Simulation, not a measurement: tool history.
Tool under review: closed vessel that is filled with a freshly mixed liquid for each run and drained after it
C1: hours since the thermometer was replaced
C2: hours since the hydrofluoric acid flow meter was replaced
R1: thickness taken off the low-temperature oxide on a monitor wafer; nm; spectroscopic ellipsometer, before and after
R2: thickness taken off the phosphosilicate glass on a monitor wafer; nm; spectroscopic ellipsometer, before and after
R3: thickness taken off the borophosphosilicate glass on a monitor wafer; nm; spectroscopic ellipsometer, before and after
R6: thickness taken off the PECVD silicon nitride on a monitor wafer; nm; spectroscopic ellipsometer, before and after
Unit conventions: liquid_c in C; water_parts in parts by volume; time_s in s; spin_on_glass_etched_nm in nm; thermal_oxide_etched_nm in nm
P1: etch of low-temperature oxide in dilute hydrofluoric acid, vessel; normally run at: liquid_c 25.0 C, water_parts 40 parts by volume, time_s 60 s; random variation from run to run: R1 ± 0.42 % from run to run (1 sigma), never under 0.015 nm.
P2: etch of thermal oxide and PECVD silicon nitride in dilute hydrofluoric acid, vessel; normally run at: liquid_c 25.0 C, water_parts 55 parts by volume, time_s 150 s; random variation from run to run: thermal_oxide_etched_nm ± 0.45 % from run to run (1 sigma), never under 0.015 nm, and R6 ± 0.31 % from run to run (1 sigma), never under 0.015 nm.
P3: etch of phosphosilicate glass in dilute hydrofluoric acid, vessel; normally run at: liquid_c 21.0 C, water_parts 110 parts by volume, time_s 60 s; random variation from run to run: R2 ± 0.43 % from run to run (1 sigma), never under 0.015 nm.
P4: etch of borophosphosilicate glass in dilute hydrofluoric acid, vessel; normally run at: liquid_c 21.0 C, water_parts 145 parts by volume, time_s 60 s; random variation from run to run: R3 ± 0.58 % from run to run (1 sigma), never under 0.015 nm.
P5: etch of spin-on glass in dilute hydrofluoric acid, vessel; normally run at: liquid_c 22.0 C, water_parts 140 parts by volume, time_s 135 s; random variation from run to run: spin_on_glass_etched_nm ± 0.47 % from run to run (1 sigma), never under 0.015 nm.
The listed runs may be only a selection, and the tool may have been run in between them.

Run 1, day 0.375: process P1, liquid_c 25.0 C, water_parts 40 parts by volume, time_s 60 s; C1 400.1; C2 175.1. Result: R1 58.105 nm.
Run 2, day 0.838: process P3, liquid_c 21.0 C, water_parts 110 parts by volume, time_s 60 s; C1 411.2; C2 186.2. Result: R2 84.540 nm.
Run 3, day 1.392: process P1, liquid_c 25.0 C, water_parts 40 parts by volume, time_s 60 s; C1 424.5; C2 199.5. Result: R1 58.632 nm.
Run 4, day 2.000: process P1, liquid_c 25.0 C, water_parts 40 parts by volume, time_s 60 s; C1 439.1; C2 214.1. Result: R1 59.246 nm.
Run 5, day 2.700: process P4, liquid_c 21.0 C, water_parts 145 parts by volume, time_s 115 s; C1 455.9; C2 230.9. Result: R3 23.2270 nm.
Run 6, day 3.367: process P5, liquid_c 22.0 C, water_parts 25 parts by volume, time_s 135 s; C1 471.9; C2 246.9. Result: spin_on_glass_etched_nm 320.150 nm.
Run 7, day 3.958: process P2, liquid_c 25.0 C, water_parts 55 parts by volume, time_s 150 s; C1 486.1; C2 261.1. Result: thermal_oxide_etched_nm 14.1850 nm, R6 12.0040 nm.
Run 8, day 4.383: process P1, liquid_c 25.0 C, water_parts 65 parts by volume, time_s 60 s; C1 496.3; C2 271.3. Result: R1 34.818 nm.
Run 9, day 5.012: process P5, liquid_c 22.0 C, water_parts 140 parts by volume, time_s 135 s; C1 511.4; C2 286.4. Result: spin_on_glass_etched_nm 49.855 nm.
Run 10, day 5.671: process P3, liquid_c 21.0 C, water_parts 110 parts by volume, time_s 30 s; C1 527.2; C2 302.2. Result: R2 42.408 nm.
Run 11, day 6.208: process P1, liquid_c 25.0 C, water_parts 55 parts by volume, time_s 95 s; C1 540.1; C2 315.1. Result: R1 66.321 nm.
Run 12, day 6.762: process P4, liquid_c 21.0 C, water_parts 245 parts by volume, time_s 60 s; C1 553.4; C2 328.4. Result: R3 6.5543 nm.
Run 13, day 7.400: process P1, liquid_c 17.0 C, water_parts 40 parts by volume, time_s 60 s; C1 568.7; C2 343.7. Result: R1 42.025 nm.
Run 14, day 8.104: process P4, liquid_c 21.0 C, water_parts 145 parts by volume, time_s 60 s; C1 585.6; C2 360.6. Result: R3 12.1110 nm.
Run 15, day 8.708: process P4, liquid_c 17.0 C, water_parts 145 parts by volume, time_s 60 s; C1 600.1; C2 375.1. Result: R3 10.4010 nm.
Run 16, day 9.358: process P3, liquid_c 21.0 C, water_parts 20 parts by volume, time_s 60 s; C1 615.7; C2 390.7. Result: R2 517.320 nm.
Run 17, day 10.029: process P5, liquid_c 22.0 C, water_parts 140 parts by volume, time_s 35 s; C1 631.8; C2 406.8. Result: spin_on_glass_etched_nm 13.146 nm.
Run 18, day 10.617: process P1, liquid_c 25.0 C, water_parts 40 parts by volume, time_s 30 s; C1 645.9; C2 420.9. Result: R1 29.460 nm.
Run 19, day 11.042: process P1, liquid_c 25.0 C, water_parts 40 parts by volume, time_s 60 s; C1 656.1; C2 431.1. Result: R1 58.872 nm.
Run 20, day 11.379: process P3, liquid_c 17.0 C, water_parts 110 parts by volume, time_s 60 s; C1 664.2; C2 439.2. Result: R2 72.272 nm.
Run 21, day 11.862: process P2, liquid_c 25.0 C, water_parts 105 parts by volume, time_s 150 s; C1 675.8; C2 450.8. Result: thermal_oxide_etched_nm 6.9461 nm, R6 6.3570 nm.
Run 22, day 12.475: process P1, liquid_c 29.0 C, water_parts 40 parts by volume, time_s 60 s; C1 690.5; C2 465.5. Result: R1 68.915 nm.
Run 23, day 12.875: process P5, liquid_c 17.0 C, water_parts 140 parts by volume, time_s 135 s; C1 700.1; C2 475.1. Result: spin_on_glass_etched_nm 41.282 nm.
Run 24, day 13.488: process P2, liquid_c 17.5 C, water_parts 55 parts by volume, time_s 150 s; C1 714.8; C2 489.8. Result: thermal_oxide_etched_nm 10.3070 nm, R6 7.2156 nm.
Run 25, day 14.192: process P1, liquid_c 25.0 C, water_parts 25 parts by volume, time_s 60 s; C1 731.7; C2 506.7. Result: R1 94.719 nm.
Run 26, day 14.912: process P1, liquid_c 25.0 C, water_parts 40 parts by volume, time_s 60 s; C1 749.0; C2 524.0. Result: R1 58.450 nm.
Run 27, day 15.275: process P1, liquid_c 25.0 C, water_parts 40 parts by volume, time_s 90 s; C1 757.7; C2 532.7. Result: R1 88.220 nm.
Run 28, day 15.892: process P2, liquid_c 25.0 C, water_parts 55 parts by volume, time_s 30 s; C1 772.5; C2 547.5. Result: thermal_oxide_etched_nm 2.8162 nm, R6 2.3885 nm.
Run 29, day 16.300: process P1, liquid_c 25.0 C, water_parts 40 parts by volume, time_s 60 s; C1 782.3; C2 557.3. Result: R1 58.837 nm.
Run 30, day 17.038: process P1, liquid_c 25.0 C, water_parts 40 parts by volume, time_s 60 s; C1 800.0; C2 575.0. Result: R1 61.194 nm.
Run 31, day 17.412: process P1, liquid_c 25.0 C, water_parts 40 parts by volume, time_s 60 s; C1 809.0; C2 584.0. Result: R1 61.852 nm.
Run 32, day 18.092: process P1, liquid_c 25.0 C, water_parts 40 parts by volume, time_s 60 s; C1 825.3; C2 600.3. Result: R1 62.889 nm.
Run 33, day 18.425: process P1, liquid_c 25.0 C, water_parts 40 parts by volume, time_s 60 s; C1 833.3; C2 608.3. Result: R1 62.952 nm.
Run 34, day 19.083: process P1, liquid_c 25.0 C, water_parts 40 parts by volume, time_s 60 s; C1 849.1; C2 624.1. Result: R1 63.274 nm.
Run 35, day 19.525: process P1, liquid_c 25.0 C, water_parts 40 parts by volume, time_s 60 s; C1 859.7; C2 634.7. Result: R1 64.012 nm.
Run 36, day 20.229: process P1, liquid_c 25.0 C, water_parts 40 parts by volume, time_s 60 s; C1 876.6; C2 651.6. Result: R1 64.266 nm.

Expected results for the next run?
Run 37, day 20.758: process P1, liquid_c 25.0 C, water_parts 40 parts by volume, time_s 60 s; C1 889.3; C2 664.3. Result: R1 ?.

Logged for run 37: R1 64.338 nm.
